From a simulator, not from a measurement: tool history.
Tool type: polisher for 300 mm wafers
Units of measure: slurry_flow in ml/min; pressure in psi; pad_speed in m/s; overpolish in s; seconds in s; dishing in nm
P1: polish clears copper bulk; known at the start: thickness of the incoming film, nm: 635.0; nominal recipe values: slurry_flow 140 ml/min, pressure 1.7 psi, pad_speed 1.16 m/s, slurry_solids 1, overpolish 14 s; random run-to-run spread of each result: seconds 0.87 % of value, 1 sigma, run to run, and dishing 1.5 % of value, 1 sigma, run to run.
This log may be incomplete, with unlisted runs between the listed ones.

| run | day | slurry_flow | pressure | pad_speed | slurry_solids | overpolish | wafers polished on this pad | hours since the slurry nozzle was cleaned | hours since the head pressure was calibrated | hours since the slurry blender was calibrated | seconds | dishing |
|---|---|---|---|---|---|---|---|---|---|---|---|---|
| 1 | 0.333 | 140 | 1.7 | 1.16 | 1 | 14 | 298 | 238.2 | 311.8 | 181.7 | 88.26 | 49.357 |
| 2 | 0.733 | 140 | 1.7 | 1.16 | 1 | 14 | 385 | 247.8 | 321.4 | 191.3 | 91.996 | 49.016 |
| 3 | 1 | 140 | 1.7 | 0.52 | 1 | 14 | 444 | 254.2 | 327.8 | 197.7 | 200.6 | 28.6 |
| 4 | 1.421 | 140 | 1.7 | 1.16 | 1 | 4 | 536 | 264.3 | 337.9 | 207.8 | 89.414 | 18.609 |
| 5 | 1.683 | 140 | 1.7 | 1.78 | 1 | 14 | 594 | 270.6 | 344.2 | 214.1 | 58.787 | 63.209 |
| 6 | 2.138 | 85 | 1.3 | 1.16 | 1 | 14 | 693 | 281.5 | 355.1 | 225 | 132.15 | 37.614 |
| 7 | 2.362 | 140 | 1.7 | 1.16 | 1 | 27 | 743 | 286.9 | 360.5 | 230.4 | 90.437 | 68.051 |
| 8 | 2.862 | 140 | 1.7 | 1.16 | 1.25 | 14 | 852 | 298.9 | 372.5 | 242.4 | 84.908 | 52.269 |
| 9 | 3.354 | 140 | 1 | 1.16 | 1 | 14 | 960 | 310.7 | 384.3 | 254.2 | 154.57 | 32.389 |
| 10 | 3.662 | 205 | 1.7 | 1.16 | 1 | 14 | 1028 | 318.1 | 391.7 | 261.6 | 84.454 | 51.859 |
| 11 | 4.033 | 85 | 1.7 | 1.16 | 1 | 14 | 1109 | 327 | 400.6 | 270.5 | 102.4 | 46.083 |
| 12 | 4.271 | 140 | 1.7 | 1.16 | 1 | 14 | 1161 | 332.7 | 406.3 | 276.2 | 89.229 | 51.761 |
| 13 | 4.721 | 140 | 1.7 | 1.16 | 0.5 | 14 | 1260 | 343.5 | 417.1 | 287 | 105.85 | 46.887 |
| 14 | 5.2 | 140 | 2.6 | 0.56 | 1 | 14 | 1365 | 355 | 428.6 | 298.5 | 123.16 | 43.824 |
| 15 | 5.496 | 140 | 1.7 | 1.16 | 1 | 14 | 1429 | 362.1 | 435.7 | 305.6 | 91.902 | 49.829 |
| 16 | 5.862 | 140 | 2.4 | 1.16 | 1 | 14 | 1510 | 370.9 | 444.5 | 314.4 | 64.375 | 62.828 |
| 17 | 6.283 | 140 | 1.7 | 1.16 | 1 | 14 | 1602 | 381 | 454.6 | 324.5 | 91.156 | 50.506 |
| 18 | 6.6 | 140 | 1.7 | 1.16 | 1 | 14 | 1672 | 388.6 | 462.2 | 332.1 | 93.541 | 49.546 |
| 19 | 7.067 | 140 | 1.7 | 1.16 | 1 | 14 | 1774 | 399.8 | 473.4 | 343.3 | 95.579 | 48.131 |
| 20 | 7.458 | 140 | 1.7 | 1.16 | 1 | 14 | 1860 | 409.2 | 482.8 | 352.7 | 97.804 | 47.866 |
| 21 | 7.929 | 140 | 1.7 | 1.16 | 1 | 14 | 1963 | 420.5 | 494.1 | 364 | 98.83 | 47.405 |
|  | 8.092 | head pressure recalibrated |
| 22 | 8.283 | 140 | 1.7 | 1.16 | 1 | 14 | 2041 | 429 | 4.6 | 372.5 | 98.866 | 46.689 |
| 23 | 8.579 | 140 | 1.7 | 1.16 | 1 | 14 | 2105 | 436.1 | 11.7 | 379.6 | 98.687 | 47.04 |
| 24 | 8.921 | 140 | 1.7 | 1.16 | 1 | 14 | 2180 | 444.3 | 19.9 | 387.8 | 102.4 | 45.922 |
|  | 9 | slurry blender recalibrated |
| 25 | 9.212 | 140 | 1.7 | 1.16 | 1 | 14 | 2244 | 451.3 | 26.9 | 5.1 | 101.27 | 46.351 |
| 26 | 9.625 | 140 | 1.7 | 1.16 | 1 | 14 | 2335 | 461.2 | 36.8 | 15 | 102.27 | 47.074 |

Forecast run 27:
| 27 | 10.004 | 140 | 1.7 | 1.16 | 1 | 14 | 2418 | 470.3 | 45.9 | 24.1 | ? | ? |

{"run 27": {"seconds": 101.77, "dishing": 46.901}}

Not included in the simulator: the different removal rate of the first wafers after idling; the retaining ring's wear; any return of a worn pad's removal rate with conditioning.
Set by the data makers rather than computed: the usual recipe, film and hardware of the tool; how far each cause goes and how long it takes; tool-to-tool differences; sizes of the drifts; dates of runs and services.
